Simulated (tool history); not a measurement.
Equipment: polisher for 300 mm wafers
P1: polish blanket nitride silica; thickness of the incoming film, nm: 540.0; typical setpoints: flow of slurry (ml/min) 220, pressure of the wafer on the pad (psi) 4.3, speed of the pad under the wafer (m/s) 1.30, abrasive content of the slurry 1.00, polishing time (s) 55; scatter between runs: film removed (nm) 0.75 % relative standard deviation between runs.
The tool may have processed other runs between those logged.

| run | hour | flow of slurry (ml/min) | pressure of the wafer on the pad (psi) | speed of the pad under the wafer (m/s) | abrasive content of the slurry | polishing time (s) | wafers polished on this pad | hours since the slurry nozzle was cleaned | hours since the head pressure was calibrated | hours since the slurry blender was calibrated | hours since the conditioning disc was replaced | film removed (nm) |
|---|---|---|---|---|---|---|---|---|---|---|---|---|
| 1 | 6.7 | 220 | 4.3 | 1.30 | 1.00 | 55 | 719 | 127.1 | 141.2 | 93.3 | 443.8 | 55.554 |
| 2 | 12.9 | 130 | 4.3 | 1.30 | 1.00 | 55 | 784 | 133.3 | 147.4 | 99.5 | 450.0 | 51.118 |
| 3 | 18.8 | 220 | 4.3 | 1.30 | 1.00 | 55 | 846 | 139.2 | 153.3 | 105.4 | 455.9 | 55.713 |
| 4 | 23.4 | 220 | 4.3 | 0.58 | 1.00 | 55 | 894 | 143.8 | 157.9 | 110.0 | 460.5 | 28.988 |
| 5 | 32.6 | 220 | 4.3 | 1.30 | 1.00 | 55 | 990 | 153.0 | 167.1 | 119.2 | 469.7 | 55.715 |
| 6 | 36.6 | 220 | 2.9 | 1.30 | 1.00 | 55 | 1032 | 157.0 | 171.1 | 123.2 | 473.7 | 37.029 |
| 7 | 43.6 | 220 | 4.3 | 1.30 | 1.00 | 55 | 1105 | 164.0 | 178.1 | 130.2 | 480.7 | 55.666 |
| 8 | 52.2 | 145 | 2.3 | 1.30 | 1.00 | 55 | 1195 | 172.6 | 186.7 | 138.8 | 489.3 | 27.985 |
| 9 | 58.2 | 220 | 4.3 | 1.30 | 1.40 | 55 | 1258 | 178.6 | 192.7 | 144.8 | 495.3 | 63.540 |
| 10 | 65.8 | 220 | 4.3 | 1.30 | 1.00 | 25 | 1338 | 186.2 | 200.3 | 152.4 | 502.9 | 24.898 |
| 11 | 74.7 | 220 | 4.3 | 1.30 | 1.00 | 55 | 1431 | 195.1 | 209.2 | 161.3 | 511.8 | 56.233 |
| 12 | 81.1 | 220 | 4.3 | 1.30 | 0.50 | 55 | 1498 | 201.5 | 215.6 | 167.7 | 518.2 | 37.349 |
| 13 | 88.2 | 220 | 4.3 | 0.62 | 0.75 | 55 | 1572 | 208.6 | 222.7 | 174.8 | 525.3 | 26.795 |
|  | 95.3 | conditioning disc replaced and pad reconditioned |
| 14 | 97.2 | 170 | 4.3 | 0.62 | 1.00 | 55 | 1666 | 217.6 | 231.7 | 183.8 | 1.9 | 29.686 |
|  | 103.0 | head pressure recalibrated |
| 15 | 106.3 | 220 | 4.3 | 1.30 | 1.00 | 72 | 1761 | 226.7 | 3.3 | 192.9 | 11.0 | 72.094 |
| 16 | 111.0 | 220 | 6.4 | 1.30 | 1.00 | 55 | 1810 | 231.4 | 8.0 | 197.6 | 15.7 | 82.474 |
| 17 | 118.3 | 340 | 4.3 | 1.30 | 1.00 | 55 | 1887 | 238.7 | 15.3 | 204.9 | 23.0 | 57.205 |
| 18 | 127.4 | 220 | 4.3 | 1.98 | 1.00 | 55 | 1982 | 247.8 | 24.4 | 214.0 | 32.1 | 77.839 |
| 19 | 134.0 | 220 | 4.3 | 1.30 | 1.00 | 55 | 2051 | 254.4 | 31.0 | 220.6 | 38.7 | 55.021 |
| 20 | 138.1 | 220 | 4.3 | 1.30 | 1.00 | 55 | 2094 | 258.5 | 35.1 | 224.7 | 42.8 | 53.354 |
| 21 | 146.0 | 220 | 4.3 | 1.30 | 1.00 | 55 | 2176 | 266.4 | 43.0 | 232.6 | 50.7 | 51.367 |
| 22 | 151.6 | 220 | 4.3 | 1.30 | 1.00 | 55 | 2235 | 272.0 | 48.6 | 238.2 | 56.3 | 50.801 |
|  | 153.4 | worn pad replaced by a new one |
|  | 156.3 | conditioning disc replaced and pad reconditioned |
| 23 | 156.5 | 220 | 4.3 | 1.30 | 1.00 | 55 | 32 | 276.9 | 53.5 | 243.1 | 0.3 | 50.891 |
|  | 161.7 | slurry nozzle cleaned |
| 24 | 163.0 | 220 | 4.3 | 1.30 | 1.00 | 55 | 100 | 1.3 | 60.0 | 249.6 | 6.8 | 50.506 |
| 25 | 169.5 | 220 | 4.3 | 1.30 | 1.00 | 55 | 168 | 7.8 | 66.5 | 256.1 | 13.3 | 50.103 |
| 26 | 176.4 | 220 | 4.3 | 1.30 | 1.00 | 55 | 240 | 14.7 | 73.4 | 263.0 | 20.2 | 50.188 |

P1 no longer gives what it gave before; its output has crept away from where it was. The following 2 causes, each at its listed size, fit the log equally well:
A: head's pressure below its setpoint, % = 9.3
B: abrasive missing from the slurry, % = 18.4
The drift started at roughly hour 134.0.
Every other cause this tool's parts could produce, and why it does not fit the log:
removal rate lost through wear of the pad, %: serviced after onset, at hour 153.4, with no recovery of the prior output
slurry flow missing at the pad, %: serviced after onset, at hour 161.7, with no recovery of the prior output
time polished since the conditioner stopped cutting, s: serviced after onset, at hour 156.3, with no recovery of the prior output

Below are 4 check runs, each averaged over 5 wafers, with their results shown as question marks. Which of them would give clearly different results depending on which cause is behind the drift?
| check 1 | 183.3 | 270 | 4.3 | 1.30 | 1.00 | 27 |  |  |  |  |  | ? |
| check 2 | 183.3 | 220 | 6.3 | 1.78 | 1.00 | 55 |  |  |  |  |  | ? |
| check 3 | 183.3 | 320 | 4.3 | 0.64 | 1.00 | 55 |  |  |  |  |  | ? |
| check 4 | 183.3 | 220 | 4.3 | 1.30 | 0.55 | 55 |  |  |  |  |  | ? |

What each check would give under each cause:
| check | result | if A | if B |
|---|---|---|---|
| check 1 | film removed (nm) | 25.195 | 25.196 |
| check 2 | film removed (nm) | 94.528 | 94.532 |
| check 3 | film removed (nm) | 29.574 | 29.575 |
| check 4 | film removed (nm) | 36.575 | 35.503 |
Per check, the gap between the least separated pair of causes, taken in the result that splits them most: check 1 0 %; check 2 0 %; check 3 0 %; check 4 2.98 %
The other checks would show nearly matching results whichever cause is true, so check 4 is the only one that separates the causes.

Here is what check 4 returned: film removed (nm) 36.649. Which cause is it?

Of the candidate causes, it is A: head's pressure below its setpoint, %.

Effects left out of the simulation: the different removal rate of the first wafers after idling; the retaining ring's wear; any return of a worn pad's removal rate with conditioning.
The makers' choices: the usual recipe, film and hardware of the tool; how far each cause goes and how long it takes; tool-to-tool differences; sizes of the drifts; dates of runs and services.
